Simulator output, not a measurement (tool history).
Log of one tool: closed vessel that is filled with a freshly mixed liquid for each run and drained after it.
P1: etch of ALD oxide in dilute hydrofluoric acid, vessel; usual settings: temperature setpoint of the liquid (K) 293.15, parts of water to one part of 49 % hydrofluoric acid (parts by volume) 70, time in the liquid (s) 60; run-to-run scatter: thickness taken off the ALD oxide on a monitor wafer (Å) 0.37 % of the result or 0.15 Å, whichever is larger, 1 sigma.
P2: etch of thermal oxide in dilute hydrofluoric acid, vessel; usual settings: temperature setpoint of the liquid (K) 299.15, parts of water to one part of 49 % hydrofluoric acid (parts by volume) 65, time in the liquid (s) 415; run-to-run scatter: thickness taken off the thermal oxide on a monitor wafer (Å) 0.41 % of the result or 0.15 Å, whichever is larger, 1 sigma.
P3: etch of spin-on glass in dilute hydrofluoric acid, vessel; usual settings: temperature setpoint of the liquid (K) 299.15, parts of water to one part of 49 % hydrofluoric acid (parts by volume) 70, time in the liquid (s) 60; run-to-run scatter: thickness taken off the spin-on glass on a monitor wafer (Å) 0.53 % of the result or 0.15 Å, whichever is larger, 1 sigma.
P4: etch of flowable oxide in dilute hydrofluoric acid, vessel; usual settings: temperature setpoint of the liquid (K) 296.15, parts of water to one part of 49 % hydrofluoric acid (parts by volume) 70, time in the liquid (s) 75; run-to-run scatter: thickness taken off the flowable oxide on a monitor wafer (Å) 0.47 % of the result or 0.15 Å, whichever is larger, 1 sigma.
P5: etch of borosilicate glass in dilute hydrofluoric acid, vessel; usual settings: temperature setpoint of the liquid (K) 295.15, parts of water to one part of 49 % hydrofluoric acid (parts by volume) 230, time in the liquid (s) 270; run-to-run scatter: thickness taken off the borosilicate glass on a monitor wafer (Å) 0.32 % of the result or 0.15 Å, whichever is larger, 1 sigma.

run,hour,process that ran,temperature setpoint of the liquid (K),parts of water to one part of 49 % hydrofluoric acid (parts by volume),time in the liquid (s),thickness taken off the ALD oxide on a monitor wafer (Å),thickness taken off the spin-on glass on a monitor wafer (Å),thickness taken off the flowable oxide on a monitor wafer (Å),thickness taken off the borosilicate glass on a monitor wafer (Å),thickness taken off the thermal oxide on a monitor wafer (Å)
1,13.6,P1,293.15,70,60,243.90,,,,
2,25.6,P3,299.15,70,60,,317.23,,,
3,38.0,P4,290.15,70,75,,,174.73,,
4,49.2,P1,293.15,30,60,596.57,,,,
5,63.2,P4,296.15,115,75,,,128.80,,
6,81.3,P3,299.15,70,30,,159.99,,,
7,90.3,P1,293.15,70,115,468.17,,,,
8,107.5,P4,296.15,70,75,,,224.43,,
9,122.2,P1,290.15,70,60,214.73,,,,
10,131.3,P1,293.15,70,60,243.64,,,,
11,148.3,P5,295.15,230,270,,,,241.23,
12,164.4,P1,293.15,70,60,243.58,,,,
13,177.4,P3,299.15,105,60,,201.06,,,
14,188.5,P5,302.15,230,270,,,,308.25,
15,199.5,P1,293.15,70,30,122.42,,,,
16,211.9,P2,299.15,25,415,,,,,895.19
17,226.1,P1,297.65,70,60,294.83,,,,
18,237.3,P5,295.15,360,270,,,,135.76,
19,252.7,P2,299.15,65,415,,,,,326.85
20,261.9,P3,291.15,70,60,,227.49,,,
21,271.6,P2,299.15,65,750,,,,,594.58
22,287.6,P4,296.15,70,145,,,433.28,,
23,302.1,P3,299.15,70,60,,318.88,,,
24,316.8,P2,299.15,65,415,,,,,327.52
25,332.8,P1,293.15,115,60,141.39,,,,
26,344.4,P1,293.15,70,60,243.95,,,,
27,358.4,P5,295.15,230,430,,,,384.25,
28,369.5,P2,290.65,65,415,,,,,229.51
29,379.4,P4,296.15,70,75,,,222.86,,
30,395.4,P1,293.15,70,60,243.69,,,,
31,404.5,P1,290.15,70,30,107.60,,,,
32,415.0,P1,293.15,70,60,244.68,,,,
33,424.4,P1,293.15,70,60,243.99,,,,
34,432.9,P1,293.15,70,60,249.94,,,,
35,442.6,P1,293.15,70,60,254.54,,,,
36,454.5,P1,293.15,70,60,259.44,,,,
37,470.8,P1,293.15,70,60,260.98,,,,
38,481.8,P1,293.15,70,60,263.75,,,,
39,490.2,P1,293.15,70,60,263.81,,,,
40,504.0,P1,293.15,70,60,265.03,,,,
41,512.1,P1,293.15,70,60,265.79,,,,
42,530.2,P1,293.15,70,60,265.59,,,,
43,540.7,P1,293.15,70,60,265.48,,,,

What P1 gives has crept away from where it was. These 2 causes fit the log equally well, each at the size given:
A: liquid hotter than its thermometer reads (K) = 2.09
B: hydrofluoric acid flow above the setpoint (%) = 8.37
The creep began at about hour 424.4.

4 check runs are offered, one wafer each, their results left as question marks. Which one tells the causes apart?
check 1,551.2,P5,295.15,355,270,,,,?,
check 2,551.2,P4,296.15,90,135,,,?,,
check 3,551.2,P2,291.65,45,415,,,,,?
check 4,551.2,P3,294.65,70,60,,?,,,

What each check would give under each cause:
check,result,if A,if B
check 1,thickness taken off the borosilicate glass on a monitor wafer (Å),148.32,153.42
check 2,thickness taken off the flowable oxide on a monitor wafer (Å),331.95,333.78
check 3,thickness taken off the thermal oxide on a monitor wafer (Å),387.46,385.58
check 4,thickness taken off the spin-on glass on a monitor wafer (Å),287.67,288.04
How far apart the two closest causes lie, in the result that separates them most: check 1 3.38 %; check 2 0.55 %; check 3 0.49 %; check 4 0.13 %
Check 1 tells the causes apart: in the others they would give nearly the same result.

Then check 1 was run and gave: thickness taken off the borosilicate glass on a monitor wafer (Å) 153.15. Which cause is it?

It is B: hydrofluoric acid flow above the setpoint (%).
